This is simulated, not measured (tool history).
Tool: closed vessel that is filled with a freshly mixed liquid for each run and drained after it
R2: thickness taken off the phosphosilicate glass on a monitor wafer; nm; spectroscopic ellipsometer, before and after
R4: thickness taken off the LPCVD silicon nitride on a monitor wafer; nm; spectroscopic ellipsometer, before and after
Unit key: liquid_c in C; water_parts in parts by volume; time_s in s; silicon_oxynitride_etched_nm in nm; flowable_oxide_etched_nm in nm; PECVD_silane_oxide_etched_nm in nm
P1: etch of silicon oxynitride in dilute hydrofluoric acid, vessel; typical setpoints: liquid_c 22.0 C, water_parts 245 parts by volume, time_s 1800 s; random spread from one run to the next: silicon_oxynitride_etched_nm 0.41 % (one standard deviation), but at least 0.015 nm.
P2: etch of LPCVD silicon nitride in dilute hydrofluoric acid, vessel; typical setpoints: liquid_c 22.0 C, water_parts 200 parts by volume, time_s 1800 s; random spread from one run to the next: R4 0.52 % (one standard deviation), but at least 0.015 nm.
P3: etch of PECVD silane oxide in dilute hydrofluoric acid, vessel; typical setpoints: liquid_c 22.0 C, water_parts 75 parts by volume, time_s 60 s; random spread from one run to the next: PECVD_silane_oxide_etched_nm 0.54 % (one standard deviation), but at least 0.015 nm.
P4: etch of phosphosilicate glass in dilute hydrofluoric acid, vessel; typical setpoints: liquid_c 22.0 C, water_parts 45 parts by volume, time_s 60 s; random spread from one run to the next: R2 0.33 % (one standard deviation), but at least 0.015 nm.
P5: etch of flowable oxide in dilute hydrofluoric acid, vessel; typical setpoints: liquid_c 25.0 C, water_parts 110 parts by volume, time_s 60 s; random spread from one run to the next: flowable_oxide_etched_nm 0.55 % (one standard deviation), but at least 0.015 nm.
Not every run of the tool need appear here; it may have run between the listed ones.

{"run": 1, "hour": 8.7, "process": "P1", "liquid_c": 22.0, "water_parts": 245, "time_s": 1800, "silicon_oxynitride_etched_nm": 14.796}
{"run": 2, "hour": 21.5, "process": "P1", "liquid_c": 29.5, "water_parts": 245, "time_s": 335, "silicon_oxynitride_etched_nm": 3.7859}
{"run": 3, "hour": 31.1, "process": "P4", "liquid_c": 22.0, "water_parts": 30, "time_s": 60, "R2": 172.16}
{"run": 4, "hour": 38.1, "process": "P4", "liquid_c": 22.0, "water_parts": 45, "time_s": 60, "R2": 111.86}
{"run": 5, "hour": 47.4, "process": "P5", "liquid_c": 25.0, "water_parts": 110, "time_s": 60, "flowable_oxide_etched_nm": 15.921}
{"run": 6, "hour": 59.3, "process": "P1", "liquid_c": 22.0, "water_parts": 245, "time_s": 1800, "silicon_oxynitride_etched_nm": 14.795}
{"run": 7, "hour": 68.1, "process": "P1", "liquid_c": 22.0, "water_parts": 245, "time_s": 1800, "silicon_oxynitride_etched_nm": 14.835}
{"run": 8, "hour": 78.6, "process": "P1", "liquid_c": 22.0, "water_parts": 245, "time_s": 3105, "silicon_oxynitride_etched_nm": 25.637}
{"run": 9, "hour": 85.7, "process": "P1", "liquid_c": 22.0, "water_parts": 245, "time_s": 355, "silicon_oxynitride_etched_nm": 2.9137}
{"run": 10, "hour": 99.2, "process": "P1", "liquid_c": 22.0, "water_parts": 245, "time_s": 1800, "silicon_oxynitride_etched_nm": 14.769}
{"run": 11, "hour": 112.1, "process": "P1", "liquid_c": 18.0, "water_parts": 245, "time_s": 1800, "silicon_oxynitride_etched_nm": 12.294}
{"run": 12, "hour": 120.9, "process": "P2", "liquid_c": 22.0, "water_parts": 120, "time_s": 1800, "R4": 6.8918}
{"run": 13, "hour": 128.6, "process": "P3", "liquid_c": 29.0, "water_parts": 75, "time_s": 60, "PECVD_silane_oxide_etched_nm": 16.832}
{"run": 14, "hour": 135.6, "process": "P5", "liquid_c": 25.0, "water_parts": 110, "time_s": 60, "flowable_oxide_etched_nm": 15.788}
{"run": 15, "hour": 143.2, "process": "P2", "liquid_c": 22.0, "water_parts": 200, "time_s": 1800, "R4": 4.1922}
{"run": 16, "hour": 153.0, "process": "P3", "liquid_c": 22.0, "water_parts": 20, "time_s": 60, "PECVD_silane_oxide_etched_nm": 51.268}
{"run": 17, "hour": 162.2, "process": "P4", "liquid_c": 22.0, "water_parts": 45, "time_s": 30, "R2": 56.152}
{"run": 18, "hour": 173.8, "process": "P2", "liquid_c": 22.0, "water_parts": 200, "time_s": 1800, "R4": 4.1468}
{"run": 19, "hour": 187.6, "process": "P5", "liquid_c": 17.5, "water_parts": 110, "time_s": 60, "flowable_oxide_etched_nm": 11.646}
{"run": 20, "hour": 195.3, "process": "P4", "liquid_c": 17.0, "water_parts": 45, "time_s": 60, "R2": 90.523}
{"run": 21, "hour": 207.1, "process": "P3", "liquid_c": 22.0, "water_parts": 75, "time_s": 30, "PECVD_silane_oxide_etched_nm": 6.356}
{"run": 22, "hour": 219.4, "process": "P1", "liquid_c": 22.0, "water_parts": 130, "time_s": 1800, "silicon_oxynitride_etched_nm": 30.27}
{"run": 23, "hour": 226.9, "process": "P2", "liquid_c": 22.0, "water_parts": 200, "time_s": 3250, "R4": 7.5315}
{"run": 24, "hour": 238.7, "process": "P5", "liquid_c": 25.0, "water_parts": 40, "time_s": 60, "flowable_oxide_etched_nm": 47.447}
{"run": 25, "hour": 245.3, "process": "P3", "liquid_c": 22.0, "water_parts": 75, "time_s": 60, "PECVD_silane_oxide_etched_nm": 12.782}
{"run": 26, "hour": 255.7, "process": "P4", "liquid_c": 22.0, "water_parts": 45, "time_s": 60, "R2": 112.7}
{"run": 27, "hour": 267.4, "process": "P5", "liquid_c": 25.0, "water_parts": 110, "time_s": 35, "flowable_oxide_etched_nm": 9.2403}
{"run": 28, "hour": 279.7, "process": "P1", "liquid_c": 27.5, "water_parts": 245, "time_s": 1800, "silicon_oxynitride_etched_nm": 18.796}
{"run": 29, "hour": 291.0, "process": "P1", "liquid_c": 22.0, "water_parts": 365, "time_s": 1800, "silicon_oxynitride_etched_nm": 9.3008}
{"run": 30, "hour": 303.0, "process": "P2", "liquid_c": 17.0, "water_parts": 200, "time_s": 1800, "R4": 3.0115}
{"run": 31, "hour": 310.4, "process": "P1", "liquid_c": 22.0, "water_parts": 245, "time_s": 1800, "silicon_oxynitride_etched_nm": 14.733}
{"run": 32, "hour": 319.5, "process": "P1", "liquid_c": 22.0, "water_parts": 245, "time_s": 1800, "silicon_oxynitride_etched_nm": 14.751}
{"run": 33, "hour": 326.3, "process": "P1", "liquid_c": 22.0, "water_parts": 245, "time_s": 1800, "silicon_oxynitride_etched_nm": 14.844}
{"run": 34, "hour": 339.4, "process": "P1", "liquid_c": 22.0, "water_parts": 245, "time_s": 1800, "silicon_oxynitride_etched_nm": 15.136}
{"run": 35, "hour": 353.6, "process": "P1", "liquid_c": 22.0, "water_parts": 245, "time_s": 1800, "silicon_oxynitride_etched_nm": 15.447}
{"run": 36, "hour": 365.2, "process": "P1", "liquid_c": 22.0, "water_parts": 245, "time_s": 1800, "silicon_oxynitride_etched_nm": 15.577}
{"run": 37, "hour": 378.2, "process": "P1", "liquid_c": 22.0, "water_parts": 245, "time_s": 1800, "silicon_oxynitride_etched_nm": 15.563}

For run 38, what comes out?
{"run": 38, "hour": 388.8, "process": "P1", "liquid_c": 22.0, "water_parts": 245, "time_s": 1800, "silicon_oxynitride_etched_nm": "?"}

silicon_oxynitride_etched_nm: 15.6450 nm
